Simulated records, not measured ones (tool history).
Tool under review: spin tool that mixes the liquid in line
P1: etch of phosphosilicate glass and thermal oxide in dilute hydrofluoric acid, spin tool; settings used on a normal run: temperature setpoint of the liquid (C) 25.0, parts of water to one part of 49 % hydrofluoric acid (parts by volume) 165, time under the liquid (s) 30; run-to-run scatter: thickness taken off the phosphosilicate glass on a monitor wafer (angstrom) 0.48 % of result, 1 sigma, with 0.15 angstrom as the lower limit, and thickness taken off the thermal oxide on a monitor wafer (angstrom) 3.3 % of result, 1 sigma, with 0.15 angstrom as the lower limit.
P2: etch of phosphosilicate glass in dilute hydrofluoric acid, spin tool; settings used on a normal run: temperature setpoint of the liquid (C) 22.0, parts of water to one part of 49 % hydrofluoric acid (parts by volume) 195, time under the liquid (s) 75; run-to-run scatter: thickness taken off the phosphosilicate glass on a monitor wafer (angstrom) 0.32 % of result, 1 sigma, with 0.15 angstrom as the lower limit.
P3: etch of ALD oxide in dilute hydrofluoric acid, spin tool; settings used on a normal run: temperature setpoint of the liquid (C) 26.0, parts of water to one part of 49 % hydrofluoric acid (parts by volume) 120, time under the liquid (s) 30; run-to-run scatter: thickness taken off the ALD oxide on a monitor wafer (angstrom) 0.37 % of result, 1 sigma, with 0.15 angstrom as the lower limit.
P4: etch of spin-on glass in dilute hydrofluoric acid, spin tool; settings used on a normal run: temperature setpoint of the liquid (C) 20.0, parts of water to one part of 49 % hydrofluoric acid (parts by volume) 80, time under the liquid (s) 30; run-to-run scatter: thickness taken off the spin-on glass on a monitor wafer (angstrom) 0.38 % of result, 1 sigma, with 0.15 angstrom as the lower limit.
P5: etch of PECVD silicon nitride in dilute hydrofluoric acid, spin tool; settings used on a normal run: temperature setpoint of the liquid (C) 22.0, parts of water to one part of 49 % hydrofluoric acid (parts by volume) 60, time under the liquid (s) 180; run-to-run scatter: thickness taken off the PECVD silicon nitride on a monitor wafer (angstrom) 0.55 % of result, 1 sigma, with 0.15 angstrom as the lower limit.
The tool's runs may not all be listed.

| run | day | process that ran | temperature setpoint of the liquid (C) | parts of water to one part of 49 % hydrofluoric acid (parts by volume) | time under the liquid (s) | hours since the thermometer was replaced | hours since the hydrofluoric acid flow meter was replaced | thickness taken off the phosphosilicate glass on a monitor wafer (angstrom) | thickness taken off the thermal oxide on a monitor wafer (angstrom) | thickness taken off the ALD oxide on a monitor wafer (angstrom) | thickness taken off the PECVD silicon nitride on a monitor wafer (angstrom) | thickness taken off the spin-on glass on a monitor wafer (angstrom) |
|---|---|---|---|---|---|---|---|---|---|---|---|---|
| 1 | 0.150 | P1 | 25.0 | 165 | 30 | 2372.1 | 273.5 | 100.430 | 8.8254 |  |  |  |
| 2 | 0.242 | P3 | 26.0 | 120 | 30 | 2374.3 | 275.7 |  |  | 56.828 |  |  |
| 3 | 0.354 | P1 | 25.0 | 225 | 30 | 2377.0 | 278.4 | 69.041 | 6.0351 |  |  |  |
| 4 | 0.512 | P5 | 22.0 | 20 | 180 | 2380.8 | 282.2 |  |  |  | 443.140 |  |
| 5 | 0.679 | P1 | 25.0 | 165 | 30 | 2384.8 | 286.2 | 101.030 | 7.9843 |  |  |  |
| 6 | 0.833 | P1 | 28.5 | 60 | 30 | 2388.5 | 289.9 | 362.970 | 30.0550 |  |  |  |
| 7 | 0.983 | P4 | 20.0 | 80 | 15 | 2392.1 | 293.5 |  |  |  |  | 49.799 |
| 8 | 1.146 | P1 | 17.5 | 285 | 30 | 2396.0 | 297.4 | 39.067 | 3.0973 |  |  |  |
| 9 | 1.250 | P2 | 22.0 | 195 | 75 | 2398.5 | 299.9 | 196.260 |  |  |  |  |
| 10 | 1.421 | P2 | 22.0 | 315 | 75 | 2402.6 | 304.0 | 108.070 |  |  |  |  |
| 11 | 1.525 | P5 | 28.5 | 60 | 180 | 2405.1 | 306.5 |  |  |  | 237.320 |  |
| 12 | 1.679 | P2 | 17.0 | 195 | 75 | 2408.8 | 310.2 | 162.690 |  |  |  |  |
|  | 1.767 | thermometer replaced |
| 13 | 1.817 | P4 | 20.0 | 80 | 30 | 1.3 | 313.5 |  |  |  |  | 100.460 |
| 14 | 1.946 | P1 | 25.0 | 165 | 30 | 4.4 | 316.6 | 100.190 | 7.9682 |  |  |  |
| 15 | 2.071 | P3 | 18.5 | 120 | 30 | 7.4 | 319.6 |  |  | 42.070 |  |  |
| 16 | 2.179 | P1 | 25.0 | 165 | 30 | 10.0 | 322.2 | 100.560 | 7.9312 |  |  |  |
| 17 | 2.338 | P3 | 26.0 | 120 | 15 | 13.8 | 326.0 |  |  | 28.330 |  |  |
| 18 | 2.492 | P2 | 22.0 | 195 | 140 | 17.5 | 329.7 | 367.600 |  |  |  |  |
| 19 | 2.683 | P3 | 26.0 | 200 | 30 | 22.1 | 334.3 |  |  | 30.759 |  |  |
| 20 | 2.867 | P1 | 17.0 | 165 | 30 | 26.5 | 338.7 | 72.648 | 6.1140 |  |  |  |
| 21 | 3.012 | P1 | 32.0 | 165 | 30 | 30.0 | 342.2 | 129.010 | 11.2230 |  |  |  |
| 22 | 3.200 | P5 | 22.0 | 60 | 180 | 34.5 | 346.7 |  |  |  | 155.820 |  |
| 23 | 3.338 | P1 | 25.0 | 165 | 30 | 37.8 | 350.0 | 100.660 | 8.4554 |  |  |  |
| 24 | 3.454 | P1 | 25.0 | 65 | 30 | 40.6 | 352.8 | 288.750 | 24.1790 |  |  |  |
| 25 | 3.629 | P4 | 20.0 | 135 | 30 | 44.8 | 357.0 |  |  |  |  | 55.872 |
| 26 | 3.742 | P3 | 26.0 | 120 | 30 | 47.5 | 359.7 |  |  | 56.236 |  |  |
| 27 | 3.896 | P4 | 17.0 | 80 | 30 | 51.2 | 363.4 |  |  |  |  | 88.371 |
| 28 | 4.054 | P1 | 20.0 | 165 | 50 | 55.0 | 367.2 | 138.740 | 10.7580 |  |  |  |
| 29 | 4.242 | P1 | 25.0 | 165 | 15 | 59.5 | 371.7 | 50.301 | 4.2034 |  |  |  |
| 30 | 4.388 | P1 | 25.0 | 165 | 65 | 63.0 | 375.2 | 217.770 | 18.5340 |  |  |  |
| 31 | 4.479 | P5 | 22.0 | 60 | 180 | 65.2 | 377.4 |  |  |  | 153.350 |  |
| 32 | 4.633 | P1 | 25.0 | 165 | 30 | 68.9 | 381.1 | 99.964 | 8.1861 |  |  |  |
| 33 | 4.733 | P2 | 22.0 | 195 | 75 | 71.3 | 383.5 | 196.530 |  |  |  |  |
| 34 | 4.879 | P5 | 22.0 | 60 | 15 | 74.8 | 387.0 |  |  |  | 12.867 |  |
| 35 | 5.062 | P1 | 25.0 | 165 | 30 | 79.2 | 391.4 | 100.330 | 8.1230 |  |  |  |
| 36 | 5.188 | P1 | 25.0 | 165 | 30 | 82.2 | 394.4 | 105.620 | 8.0217 |  |  |  |
| 37 | 5.296 | P1 | 25.0 | 165 | 30 | 84.8 | 397.0 | 107.380 | 8.9526 |  |  |  |
| 38 | 5.442 | P1 | 25.0 | 165 | 30 | 88.3 | 400.5 | 108.860 | 9.2405 |  |  |  |
| 39 | 5.575 | P1 | 25.0 | 165 | 30 | 91.5 | 403.7 | 109.180 | 8.9356 |  |  |  |
| 40 | 5.762 | P1 | 25.0 | 165 | 30 | 96.0 | 408.2 | 108.960 | 8.5678 |  |  |  |
| 41 | 5.867 | P1 | 25.0 | 165 | 30 | 98.5 | 410.7 | 108.600 | 9.2915 |  |  |  |

What P1 gives has crept away from where it was. These 2 causes fit the log equally well, each at the size given:
A: liquid hotter than its thermometer reads (K) = 2.37
B: hydrofluoric acid flow above the setpoint (%) = 7.66
Creep in the process output first set in at about day 5.062.

Consider the 4 single-wafer check runs listed below, results given as question marks: which one distinguishes between the causes by giving clearly different results for each?
| check 1 | 5.971 | P4 | 20.0 | 135 | 30 |  |  |  |  |  |  | ? |
| check 2 | 5.971 | P3 | 18.5 | 120 | 15 |  |  |  |  | ? |  |  |
| check 3 | 5.971 | P5 | 22.0 | 20 | 180 |  |  |  |  |  | ? |  |
| check 4 | 5.971 | P2 | 17.0 | 195 | 75 |  |  | ? |  |  |  |  |

Outcome of each check run for each possible cause:
| check | result | if A | if B |
|---|---|---|---|
| check 1 | thickness taken off the spin-on glass on a monitor wafer (angstrom) | 61.440 | 60.829 |
| check 2 | thickness taken off the ALD oxide on a monitor wafer (angstrom) | 23.127 | 22.815 |
| check 3 | thickness taken off the PECVD silicon nitride on a monitor wafer (angstrom) | 523.160 | 476.470 |
| check 4 | thickness taken off the phosphosilicate glass on a monitor wafer (angstrom) | 177.670 | 176.440 |
Per check, the gap between the least separated pair of causes, taken in the result that splits them most: check 1 1 %; check 2 1.36 %; check 3 9.35 %; check 4 0.69 %
Check 3 tells the causes apart: in the others they would give nearly the same result.

Running check 3 produced the following: thickness taken off the PECVD silicon nitride on a monitor wafer (angstrom) 475.990. Which one of the listed causes fits?

The cause is B: hydrofluoric acid flow above the setpoint (%).
